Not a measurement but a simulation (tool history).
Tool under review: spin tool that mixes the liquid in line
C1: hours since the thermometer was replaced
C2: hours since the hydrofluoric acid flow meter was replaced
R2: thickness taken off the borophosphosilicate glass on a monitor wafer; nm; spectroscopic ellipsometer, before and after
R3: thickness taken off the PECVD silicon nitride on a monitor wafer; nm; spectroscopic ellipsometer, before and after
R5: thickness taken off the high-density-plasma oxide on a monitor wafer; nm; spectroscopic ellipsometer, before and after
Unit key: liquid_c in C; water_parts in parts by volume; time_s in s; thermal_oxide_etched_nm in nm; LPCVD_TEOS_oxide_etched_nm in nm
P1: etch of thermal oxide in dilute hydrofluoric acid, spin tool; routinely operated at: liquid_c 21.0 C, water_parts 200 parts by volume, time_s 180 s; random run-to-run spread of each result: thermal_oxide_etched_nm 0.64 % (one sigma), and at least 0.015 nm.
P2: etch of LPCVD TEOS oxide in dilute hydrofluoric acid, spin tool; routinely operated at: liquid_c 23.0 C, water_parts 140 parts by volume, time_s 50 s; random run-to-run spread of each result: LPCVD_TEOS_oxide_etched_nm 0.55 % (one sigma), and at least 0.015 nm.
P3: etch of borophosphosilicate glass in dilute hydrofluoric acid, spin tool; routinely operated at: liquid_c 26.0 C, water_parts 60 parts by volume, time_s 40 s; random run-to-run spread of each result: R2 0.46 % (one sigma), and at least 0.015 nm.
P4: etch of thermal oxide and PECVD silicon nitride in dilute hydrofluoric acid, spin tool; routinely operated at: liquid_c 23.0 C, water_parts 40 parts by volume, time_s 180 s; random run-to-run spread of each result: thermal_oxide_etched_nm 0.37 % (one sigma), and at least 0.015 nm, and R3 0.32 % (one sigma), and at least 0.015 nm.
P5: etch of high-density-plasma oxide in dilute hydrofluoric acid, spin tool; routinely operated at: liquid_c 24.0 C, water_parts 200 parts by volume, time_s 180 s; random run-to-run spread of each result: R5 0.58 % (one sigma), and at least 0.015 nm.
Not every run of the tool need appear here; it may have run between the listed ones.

run 1 day=0.242 | process=P1 liquid_c=21.0 water_parts=200 time_s=180 | C1=275.9 C2=498.1 | thermal_oxide_etched_nm=3.4966
run 2 day=0.442 | process=P3 liquid_c=20.5 water_parts=60 time_s=40 | C1=280.7 C2=502.9 | R2=29.344
run 3 day=0.629 | process=P4 liquid_c=23.0 water_parts=40 time_s=320 | C1=285.2 C2=507.4 | thermal_oxide_etched_nm=39.9860 R3=32.432
run 4 day=0.783 | process=P1 liquid_c=17.0 water_parts=200 time_s=350 | C1=288.9 C2=511.1 | thermal_oxide_etched_nm=5.9187
run 5 day=0.975 | process=P3 liquid_c=26.0 water_parts=60 time_s=15 | C1=293.5 C2=515.7 | R2=13.798
run 6 day=1.200 | process=P2 liquid_c=17.0 water_parts=140 time_s=50 | C1=298.9 C2=521.1 | LPCVD_TEOS_oxide_etched_nm=13.3790
run 7 day=1.454 | process=P5 liquid_c=32.0 water_parts=200 time_s=180 | C1=305.0 C2=527.2 | R5=5.3267
run 8 day=1.588 | process=P2 liquid_c=23.0 water_parts=140 time_s=75 | C1=308.2 C2=530.4 | LPCVD_TEOS_oxide_etched_nm=25.9030
run 9 day=1.850 | process=P2 liquid_c=23.0 water_parts=140 time_s=50 | C1=314.5 C2=536.7 | LPCVD_TEOS_oxide_etched_nm=17.0500
run 10 day=2.129 | process=P1 liquid_c=21.0 water_parts=200 time_s=180 | C1=321.2 C2=543.4 | thermal_oxide_etched_nm=3.5164
run 11 day=2.279 | process=P4 liquid_c=23.0 water_parts=40 time_s=180 | C1=324.8 C2=547.0 | thermal_oxide_etched_nm=22.5440 R3=18.182
run 12 day=2.521 | process=P5 liquid_c=24.0 water_parts=85 time_s=180 | C1=330.6 C2=552.8 | R5=10.8220
run 13 day=2.721 | process=P3 liquid_c=26.0 water_parts=85 time_s=40 | C1=335.4 C2=557.6 | R2=25.264
run 14 day=2.921 | process=P1 liquid_c=21.0 water_parts=200 time_s=70 | C1=340.2 C2=562.4 | thermal_oxide_etched_nm=1.3688
run 15 day=3.142 | process=P3 liquid_c=26.0 water_parts=60 time_s=40 | C1=345.5 C2=567.7 | R2=36.667
run 16 day=3.392 | process=P4 liquid_c=23.0 water_parts=25 time_s=180 | C1=351.5 C2=573.7 | thermal_oxide_etched_nm=36.7380 R3=28.794
run 17 day=3.608 | process=P5 liquid_c=24.0 water_parts=200 time_s=315 | C1=356.7 C2=578.9 | R5=7.1155
run 18 day=3.775 | process=P4 liquid_c=23.0 water_parts=40 time_s=180 | C1=360.7 C2=582.9 | thermal_oxide_etched_nm=22.5370 R3=18.185
run 19 day=3.988 | process=P1 liquid_c=21.0 water_parts=305 time_s=180 | C1=365.8 C2=588.0 | thermal_oxide_etched_nm=2.0707
run 20 day=4.179 | process=P1 liquid_c=21.0 water_parts=200 time_s=180 | C1=370.4 C2=592.6 | thermal_oxide_etched_nm=3.5536
run 21 day=4.358 | process=P1 liquid_c=21.0 water_parts=200 time_s=180 | C1=374.7 C2=596.9 | thermal_oxide_etched_nm=3.5312
run 22 day=4.633 | process=P1 liquid_c=21.0 water_parts=200 time_s=180 | C1=381.3 C2=603.5 | thermal_oxide_etched_nm=3.5099
run 23 day=4.812 | process=P1 liquid_c=21.0 water_parts=70 time_s=180 | C1=385.6 C2=607.8 | thermal_oxide_etched_nm=11.5440
run 24 day=5.079 | process=P1 liquid_c=28.0 water_parts=200 time_s=180 | C1=392.0 C2=614.2 | thermal_oxide_etched_nm=4.5192
run 25 day=5.242 | process=P5 liquid_c=24.0 water_parts=200 time_s=180 | C1=395.9 C2=618.1 | R5=4.0371
run 26 day=5.383 | process=P4 liquid_c=28.5 water_parts=40 time_s=180 | C1=399.3 C2=621.5 | thermal_oxide_etched_nm=28.1360 R3=26.523
run 27 day=5.579 | process=P1 liquid_c=17.0 water_parts=200 time_s=180 | C1=404.0 C2=626.2 | thermal_oxide_etched_nm=3.0078
run 28 day=5.717 | process=P2 liquid_c=23.0 water_parts=255 time_s=50 | C1=407.3 C2=629.5 | LPCVD_TEOS_oxide_etched_nm=8.2995
run 29 day=5.896 | process=P1 liquid_c=21.0 water_parts=200 time_s=275 | C1=411.6 C2=633.8 | thermal_oxide_etched_nm=5.3785
run 30 day=6.167 | process=P1 liquid_c=21.0 water_parts=200 time_s=180 | C1=418.1 C2=640.3 | thermal_oxide_etched_nm=3.5516
run 31 day=6.338 | process=P1 liquid_c=21.0 water_parts=200 time_s=180 | C1=422.2 C2=644.4 | thermal_oxide_etched_nm=3.4409
run 32 day=6.525 | process=P1 liquid_c=21.0 water_parts=200 time_s=180 | C1=426.7 C2=648.9 | thermal_oxide_etched_nm=3.4206
run 33 day=6.679 | process=P1 liquid_c=21.0 water_parts=200 time_s=180 | C1=430.4 C2=652.6 | thermal_oxide_etched_nm=3.3251
run 34 day=6.938 | process=P1 liquid_c=21.0 water_parts=200 time_s=180 | C1=436.6 C2=658.8 | thermal_oxide_etched_nm=3.2689
run 35 day=7.158 | process=P1 liquid_c=21.0 water_parts=200 time_s=180 | C1=441.9 C2=664.1 | thermal_oxide_etched_nm=3.2981
run 36 day=7.288 | process=P1 liquid_c=21.0 water_parts=200 time_s=180 | C1=445.0 C2=667.2 | thermal_oxide_etched_nm=3.3220
run 37 day=7.442 | process=P1 liquid_c=21.0 water_parts=200 time_s=180 | C1=448.7 C2=670.9 | thermal_oxide_etched_nm=3.2309
run 38 day=7.642 | process=P1 liquid_c=21.0 water_parts=200 time_s=180 | C1=453.5 C2=675.7 | thermal_oxide_etched_nm=3.2839

Something has made what P1 gives creep away from where it was; the 2 causes below, each at its own stated size, fit the log equally well:
A: liquid colder than its thermometer reads (K) = 1.82
B: hydrofluoric acid flow below the setpoint (%) = 5.65
At approximately day 6.167, the process output began to creep.

Question marks stand in for the results of the 4 check runs listed below, each run on one wafer. Under which run would the listed causes show clearly different results?
run check 1 day=7.842 | process=P4 liquid_c=23.0 water_parts=40 time_s=180 | thermal_oxide_etched_nm=? R3=?
run check 2 day=7.842 | process=P3 liquid_c=26.0 water_parts=60 time_s=40 | R2=?
run check 3 day=7.842 | process=P2 liquid_c=23.0 water_parts=140 time_s=50 | LPCVD_TEOS_oxide_etched_nm=?
run check 4 day=7.842 | process=P5 liquid_c=24.0 water_parts=200 time_s=180 | R5=?

Outcome of each check run for each possible cause:
check=check_1 result=thermal_oxide_etched_nm if_A=20.9290 if_B=21.2500
check=check_1 result=R3 if_A=16.059 if_B=17.195
check=check_2 result=R2 if_A=34.154 if_B=34.519
check=check_3 result=LPCVD_TEOS_oxide_etched_nm if_A=15.9290 if_B=15.9900
check=check_4 result=R5 if_A=3.7617 if_B=3.7504
Per-check spread between the two closest causes, in the result where they differ most: check 1 6.84 %; check 2 1.06 %; check 3 0.38 %; check 4 0.3 %
The other checks would show nearly matching results whichever cause is true, so check 1 is the only one that separates the causes.

The results of check 1 are: thermal_oxide_etched_nm 20.8400 nm; R3 15.993 nm. Based on these, which of the listed causes is it?

The cause is A: liquid colder than its thermometer reads (K).

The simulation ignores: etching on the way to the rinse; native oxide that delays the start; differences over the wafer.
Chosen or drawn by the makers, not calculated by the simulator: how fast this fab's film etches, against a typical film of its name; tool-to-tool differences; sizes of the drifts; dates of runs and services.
